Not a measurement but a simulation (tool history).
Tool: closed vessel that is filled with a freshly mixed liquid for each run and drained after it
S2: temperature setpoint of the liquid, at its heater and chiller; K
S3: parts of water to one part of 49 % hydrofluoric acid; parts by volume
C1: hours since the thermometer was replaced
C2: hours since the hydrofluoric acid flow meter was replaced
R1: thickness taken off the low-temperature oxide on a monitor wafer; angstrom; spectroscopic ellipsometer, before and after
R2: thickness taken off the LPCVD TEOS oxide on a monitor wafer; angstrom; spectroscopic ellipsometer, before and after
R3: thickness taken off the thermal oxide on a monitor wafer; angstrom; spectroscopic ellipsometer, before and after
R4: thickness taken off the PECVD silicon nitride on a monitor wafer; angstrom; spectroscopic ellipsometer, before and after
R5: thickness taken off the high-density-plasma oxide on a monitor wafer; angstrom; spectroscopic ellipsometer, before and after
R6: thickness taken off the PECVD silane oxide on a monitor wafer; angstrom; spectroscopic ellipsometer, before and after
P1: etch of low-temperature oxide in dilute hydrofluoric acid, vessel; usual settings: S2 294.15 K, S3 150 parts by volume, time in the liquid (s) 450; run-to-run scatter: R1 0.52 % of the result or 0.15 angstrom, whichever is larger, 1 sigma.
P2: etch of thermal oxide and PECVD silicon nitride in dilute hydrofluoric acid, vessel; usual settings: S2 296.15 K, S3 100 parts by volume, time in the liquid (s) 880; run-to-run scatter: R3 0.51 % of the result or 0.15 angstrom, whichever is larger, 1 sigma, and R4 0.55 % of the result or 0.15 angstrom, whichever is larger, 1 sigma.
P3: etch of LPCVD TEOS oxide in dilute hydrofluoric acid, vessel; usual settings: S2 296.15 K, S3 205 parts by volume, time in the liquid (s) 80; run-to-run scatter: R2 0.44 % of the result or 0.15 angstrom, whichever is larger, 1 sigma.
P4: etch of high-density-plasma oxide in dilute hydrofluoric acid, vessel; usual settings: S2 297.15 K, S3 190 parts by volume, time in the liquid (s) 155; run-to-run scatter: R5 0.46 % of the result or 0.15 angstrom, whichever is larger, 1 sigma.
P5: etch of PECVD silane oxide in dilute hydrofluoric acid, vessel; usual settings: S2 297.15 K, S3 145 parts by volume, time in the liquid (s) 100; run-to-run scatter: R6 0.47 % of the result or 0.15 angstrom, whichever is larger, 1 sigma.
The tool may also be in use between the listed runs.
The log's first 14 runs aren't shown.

Run 15, hour 67.8: process that ran P2, S2 296.15 K, S3 100 parts by volume, time in the liquid (s) 880; C1 31.8; C2 711.8. Result: R3 411.61 angstrom, R4 290.99 angstrom.
Run 16, hour 72.8: process that ran P5, S2 297.15 K, S3 145 parts by volume, time in the liquid (s) 100; C1 36.8; C2 716.8. Result: R6 338.69 angstrom.
Run 17, hour 77.5: process that ran P1, S2 294.15 K, S3 150 parts by volume, time in the liquid (s) 175; C1 41.5; C2 721.5. Result: R1 106.39 angstrom.
Run 18, hour 81.1: process that ran P3, S2 303.65 K, S3 205 parts by volume, time in the liquid (s) 80; C1 45.1; C2 725.1. Result: R2 133.57 angstrom.
Run 19, hour 84.6: process that ran P4, S2 297.15 K, S3 310 parts by volume, time in the liquid (s) 155; C1 48.6; C2 728.6. Result: R5 25.679 angstrom.
Run 20, hour 87.2: process that ran P4, S2 297.15 K, S3 190 parts by volume, time in the liquid (s) 280; C1 51.2; C2 731.2. Result: R5 86.019 angstrom.
Run 21, hour 89.8: process that ran P5, S2 297.15 K, S3 145 parts by volume, time in the liquid (s) 30; C1 53.8; C2 733.8. Result: R6 101.91 angstrom.
Run 22, hour 93.9: process that ran P1, S2 294.15 K, S3 150 parts by volume, time in the liquid (s) 450; C1 57.9; C2 737.9. Result: R1 275.67 angstrom.
Run 23, hour 99.6: process that ran P5, S2 301.15 K, S3 145 parts by volume, time in the liquid (s) 100; C1 63.6; C2 743.6. Result: R6 395.82 angstrom.
Run 24, hour 104.5: process that ran P1, S2 300.15 K, S3 75 parts by volume, time in the liquid (s) 450; C1 68.5; C2 748.5. Result: R1 761.28 angstrom.
Run 25, hour 107.5: process that ran P1, S2 294.15 K, S3 65 parts by volume, time in the liquid (s) 450; C1 71.5; C2 751.5. Result: R1 696.88 angstrom.
Run 26, hour 113.3: process that ran P4, S2 297.15 K, S3 190 parts by volume, time in the liquid (s) 155; C1 77.3; C2 757.3. Result: R5 47.392 angstrom.
Run 27, hour 116.9: process that ran P1, S2 294.15 K, S3 150 parts by volume, time in the liquid (s) 450; C1 80.9; C2 760.9. Result: R1 273.71 angstrom.
Run 28, hour 121.1: process that ran P4, S2 292.65 K, S3 190 parts by volume, time in the liquid (s) 155; C1 85.1; C2 765.1. Result: R5 39.743 angstrom.
Run 29, hour 126.3: process that ran P3, S2 296.15 K, S3 205 parts by volume, time in the liquid (s) 30; C1 90.3; C2 770.3. Result: R2 38.2 angstrom.
Run 30, hour 132.1: process that ran P2, S2 296.15 K, S3 100 parts by volume, time in the liquid (s) 345; C1 96.1; C2 776.1. Result: R3 163.1 angstrom, R4 114.75 angstrom.
Run 31, hour 135.8: process that ran P1, S2 294.15 K, S3 150 parts by volume, time in the liquid (s) 450; C1 99.8; C2 779.8. Result: R1 272.82 angstrom.
Run 32, hour 141.4: process that ran P1, S2 290.15 K, S3 150 parts by volume, time in the liquid (s) 450; C1 105.4; C2 785.4. Result: R1 231.79 angstrom.
Run 33, hour 146.1: process that ran P1, S2 294.15 K, S3 150 parts by volume, time in the liquid (s) 450; C1 110.1; C2 790.1. Result: R1 275.06 angstrom.
Run 34, hour 150.9: process that ran P1, S2 294.15 K, S3 150 parts by volume, time in the liquid (s) 450; C1 114.9; C2 794.9. Result: R1 271 angstrom.
Run 35, hour 155.1: process that ran P1, S2 294.15 K, S3 150 parts by volume, time in the liquid (s) 450; C1 119.1; C2 799.1. Result: R1 260.29 angstrom.
Run 36, hour 159.9: process that ran P1, S2 294.15 K, S3 150 parts by volume, time in the liquid (s) 450; C1 123.9; C2 803.9. Result: R1 253.2 angstrom.
Run 37, hour 165.3: process that ran P1, S2 294.15 K, S3 150 parts by volume, time in the liquid (s) 450; C1 129.3; C2 809.3. Result: R1 251.74 angstrom.
Run 38, hour 169.8: process that ran P1, S2 294.15 K, S3 150 parts by volume, time in the liquid (s) 450; C1 133.8; C2 813.8. Result: R1 247.99 angstrom.

Run 39 comes next. What will it give?
Run 39, hour 174: process that ran P1, S2 294.15 K, S3 150 parts by volume, time in the liquid (s) 450; C1 138; C2 818. Result: R1 ?.

{"run 39": {"R1": 249.85}}

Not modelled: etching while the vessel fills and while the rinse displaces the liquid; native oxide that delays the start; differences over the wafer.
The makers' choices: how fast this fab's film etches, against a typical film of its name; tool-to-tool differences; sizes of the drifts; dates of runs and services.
